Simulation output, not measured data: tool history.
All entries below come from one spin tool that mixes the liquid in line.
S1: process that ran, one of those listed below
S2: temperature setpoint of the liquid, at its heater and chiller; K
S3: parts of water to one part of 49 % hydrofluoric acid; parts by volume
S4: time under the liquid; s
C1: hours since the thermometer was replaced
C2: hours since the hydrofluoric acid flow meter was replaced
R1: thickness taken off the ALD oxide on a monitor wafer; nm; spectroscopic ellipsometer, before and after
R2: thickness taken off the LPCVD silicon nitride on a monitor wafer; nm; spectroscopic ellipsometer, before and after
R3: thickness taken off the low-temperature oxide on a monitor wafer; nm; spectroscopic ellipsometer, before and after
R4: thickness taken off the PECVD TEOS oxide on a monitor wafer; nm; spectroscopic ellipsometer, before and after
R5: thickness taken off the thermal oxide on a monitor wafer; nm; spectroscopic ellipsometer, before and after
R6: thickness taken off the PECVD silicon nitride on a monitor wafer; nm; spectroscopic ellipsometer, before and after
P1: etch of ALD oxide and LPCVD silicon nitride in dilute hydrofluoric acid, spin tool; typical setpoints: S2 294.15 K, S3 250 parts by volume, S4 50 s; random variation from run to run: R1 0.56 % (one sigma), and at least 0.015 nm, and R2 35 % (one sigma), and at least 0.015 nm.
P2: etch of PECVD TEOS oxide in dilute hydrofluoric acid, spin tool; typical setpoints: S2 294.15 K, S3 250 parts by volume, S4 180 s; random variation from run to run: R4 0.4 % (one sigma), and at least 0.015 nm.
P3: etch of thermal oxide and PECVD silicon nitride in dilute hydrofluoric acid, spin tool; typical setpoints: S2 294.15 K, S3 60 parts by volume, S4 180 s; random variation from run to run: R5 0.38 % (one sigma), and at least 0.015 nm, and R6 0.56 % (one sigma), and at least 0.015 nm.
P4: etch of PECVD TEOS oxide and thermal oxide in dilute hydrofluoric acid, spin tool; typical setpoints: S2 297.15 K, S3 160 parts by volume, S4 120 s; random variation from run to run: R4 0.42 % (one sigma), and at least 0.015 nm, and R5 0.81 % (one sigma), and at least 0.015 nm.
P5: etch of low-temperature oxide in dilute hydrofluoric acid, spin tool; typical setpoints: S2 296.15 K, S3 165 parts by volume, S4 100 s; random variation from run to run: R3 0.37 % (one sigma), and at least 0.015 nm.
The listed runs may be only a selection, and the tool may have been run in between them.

run,day,S1,S2,S3,S4,C1,C2,R1,R2,R3,R4,R5,R6
1,0.325,P1,294.15,250,50,139.6,174.2,4.8592,0.028023,,,,
2,0.712,P1,290.15,440,50,148.9,183.5,2.0363,0.016221,,,,
3,1.342,P5,296.15,165,100,164,198.6,,,9.8386,,,
4,1.642,P5,296.15,65,100,171.2,205.8,,,28.058,,,
5,2.083,P4,297.15,160,200,181.8,216.4,,,,31.322,5.271,
6,2.604,P3,294.15,20,180,194.3,228.9,,,,,43.688,16.619
7,3,P4,297.15,160,120,203.8,238.4,,,,18.908,3.1437,
8,3.454,P1,294.15,250,100,214.7,249.3,9.7373,0.14753,,,,
9,3.762,P2,294.15,250,290,222.1,256.7,,,,12.405,,
10,4.192,P3,290.15,60,180,232.4,267,,,,,11.663,4.3116
11,4.7,P2,290.15,250,180,244.6,279.2,,,,6.6366,,
12,5.317,P2,294.15,420,180,259.4,294,,,,3.9495,,
13,5.925,P1,294.15,250,50,274,308.6,4.8858,0.09399,,,,
14,6.233,P2,294.15,250,180,281.4,316,,,,7.6808,,
15,6.788,P1,294.15,250,50,294.7,329.3,4.8878,0.046043,,,,
16,7.108,P1,290.15,250,50,302.4,337,4.2012,0.042655,,,,
17,7.496,P3,294.15,60,355,311.7,346.3,,,,,27.261,11.312
18,8.075,P4,305.65,160,120,325.6,360.2,,,,25.713,4.2669,
19,8.658,P3,294.15,60,180,339.6,374.2,,,,,13.905,5.7732
20,9.154,P2,294.15,250,180,351.5,386.1,,,,7.6743,,
21,9.788,P4,297.15,60,120,366.7,401.3,,,,56.726,9.5021,
22,10.404,P1,294.15,250,50,381.5,416.1,4.842,0.042664,,,,
23,11.096,P3,294.15,60,180,398.1,432.7,,,,,13.924,5.6675
24,11.521,P1,294.15,95,50,408.3,442.9,15.115,0.20969,,,,
25,11.875,P1,294.15,250,50,416.8,451.4,4.8065,0.047015,,,,
26,12.412,P5,296.15,165,100,429.7,464.3,,,9.83,,,
27,12.788,P1,294.15,250,15,438.7,473.3,1.4403,0.033984,,,,
28,13.15,P1,301.15,250,50,447.4,482,6.2753,0.13375,,,,
29,13.696,P5,290.15,165,100,460.5,495.1,,,7.7222,,,
30,14.092,P1,294.15,395,50,470,504.6,2.698,0.079988,,,,
31,14.583,P5,296.15,165,150,481.8,516.4,,,14.715,,,
32,15.133,P1,294.15,250,50,495,529.6,4.8516,0.071071,,,,
33,15.521,P1,294.15,250,50,504.3,538.9,4.9416,0.10454,,,,
34,15.846,P1,294.15,250,50,512.1,546.7,5.0454,0.056363,,,,
35,16.225,P1,294.15,250,50,521.2,555.8,5.108,0.070545,,,,
36,16.55,P1,294.15,250,50,529,563.6,5.2118,0.094187,,,,
37,16.854,P1,294.15,250,50,536.3,570.9,5.1968,0.12709,,,,
38,17.158,P1,294.15,250,50,543.6,578.2,5.1491,0.061094,,,,
39,17.662,P1,294.15,250,50,555.7,590.3,5.2205,0.079754,,,,

P1 no longer gives what it gave before; its output has crept away from where it was. The following 2 causes, each at its listed size, fit the log equally well:
A: hydrofluoric acid flow above the setpoint (%) = 5.28
B: liquid hotter than its thermometer reads (K) = 1.73
At approximately day 15.133, the process output began to creep.

4 check runs are offered, one wafer each, their results left as question marks. Which one tells the causes apart?
check 1,18.167,P3,290.15,20,180,,,,,,,?,?
check 2,18.167,P2,294.15,360,180,,,,,,?,,
check 3,18.167,P4,304.65,110,120,,,,,,?,?,
check 4,18.167,P5,292.65,165,100,,,,,?,,,

Check results expected under each cause:
check,result,if A,if B
check 1,R5,38.77,39.71
check 1,R6,13.065,14.087
check 2,R4,5.1751,5.1364
check 3,R4,41.005,41.144
check 3,R5,6.8531,6.8764
check 4,R3,9.0818,9.1555
Smallest distance between any two causes, each pair judged by its most separating result, in per cent: check 1 7.53 %; check 2 0.75 %; check 3 0.34 %; check 4 0.81 %
Only in check 1 would the causes give clearly different results; in the remaining checks their results would be nearly the same.

Check 1 was carried out, with these results: R5 38.975 nm; R6 12.947 nm. Which of the listed causes is responsible?

The cause is A: hydrofluoric acid flow above the setpoint (%).

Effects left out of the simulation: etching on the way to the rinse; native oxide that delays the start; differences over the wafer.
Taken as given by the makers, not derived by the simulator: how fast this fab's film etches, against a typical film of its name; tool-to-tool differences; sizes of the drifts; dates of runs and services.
